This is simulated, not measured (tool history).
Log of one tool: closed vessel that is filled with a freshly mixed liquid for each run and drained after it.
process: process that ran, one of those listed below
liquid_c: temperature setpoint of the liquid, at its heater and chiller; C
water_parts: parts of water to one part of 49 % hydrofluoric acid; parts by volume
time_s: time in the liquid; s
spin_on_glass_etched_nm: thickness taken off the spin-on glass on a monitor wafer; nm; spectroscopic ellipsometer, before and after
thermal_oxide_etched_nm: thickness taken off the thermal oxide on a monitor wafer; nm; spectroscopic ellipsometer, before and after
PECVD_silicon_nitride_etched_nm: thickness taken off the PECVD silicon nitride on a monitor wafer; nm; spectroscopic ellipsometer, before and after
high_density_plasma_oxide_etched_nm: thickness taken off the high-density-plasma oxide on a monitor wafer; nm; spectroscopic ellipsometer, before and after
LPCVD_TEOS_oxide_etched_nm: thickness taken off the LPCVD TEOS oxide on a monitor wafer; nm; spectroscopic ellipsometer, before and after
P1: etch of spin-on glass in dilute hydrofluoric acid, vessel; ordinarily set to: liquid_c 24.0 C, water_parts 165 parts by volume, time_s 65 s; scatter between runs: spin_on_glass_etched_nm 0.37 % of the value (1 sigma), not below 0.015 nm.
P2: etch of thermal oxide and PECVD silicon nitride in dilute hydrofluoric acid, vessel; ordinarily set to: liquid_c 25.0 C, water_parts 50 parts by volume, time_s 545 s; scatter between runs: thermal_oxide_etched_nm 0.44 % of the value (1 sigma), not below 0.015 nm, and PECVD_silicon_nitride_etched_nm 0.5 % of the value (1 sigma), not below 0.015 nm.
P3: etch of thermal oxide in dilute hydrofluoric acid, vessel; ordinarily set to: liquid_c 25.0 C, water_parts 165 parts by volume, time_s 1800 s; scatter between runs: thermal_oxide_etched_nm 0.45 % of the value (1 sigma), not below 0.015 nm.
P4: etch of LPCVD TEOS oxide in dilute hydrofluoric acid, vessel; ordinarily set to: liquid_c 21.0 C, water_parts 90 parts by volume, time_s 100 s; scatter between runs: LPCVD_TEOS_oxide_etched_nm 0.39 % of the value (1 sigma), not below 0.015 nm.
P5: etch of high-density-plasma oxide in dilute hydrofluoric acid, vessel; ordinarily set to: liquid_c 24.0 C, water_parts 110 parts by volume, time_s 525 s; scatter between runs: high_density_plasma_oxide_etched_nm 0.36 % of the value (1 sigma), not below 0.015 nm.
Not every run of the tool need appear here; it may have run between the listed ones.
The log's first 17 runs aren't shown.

run     day  process  liquid_c  water_parts  time_s  spin_on_glass_etched_nm  thermal_oxide_etched_nm  PECVD_silicon_nitride_etched_nm  high_density_plasma_oxide_etched_nm  LPCVD_TEOS_oxide_etched_nm
 18   8.754       P1      24.0          165      65                   9.2492
 19   9.125       P1      24.0          165     120                  17.1400
 20   9.604       P5      24.0          185     525                                                                                                                  17.199
 21  10.246       P1      24.0          165      65                   9.2676
 22  10.912       P3      25.0          295    1800                                          24.29300
 23  11.454       P1      24.0          165      30                   4.2670
 24  11.854       P1      29.5          165      65                  11.4020
 25  12.217       P5      20.0          110     525                                                                                                                  26.879
 26  12.504       P4      21.0           90     100                                                                                                                                              41.251
 27  12.938       P2      25.0           50    1035                                         104.31000                           98.004
 28  13.533       P5      24.0          110    1045                                                                                                                  62.245
 29  14.071       P2      25.0           50     545                                          54.91000                           51.821

What will run 30 give?
 30  14.729       P1      28.0          280      65                        ?

spin_on_glass_etched_nm: 5.5498 nm
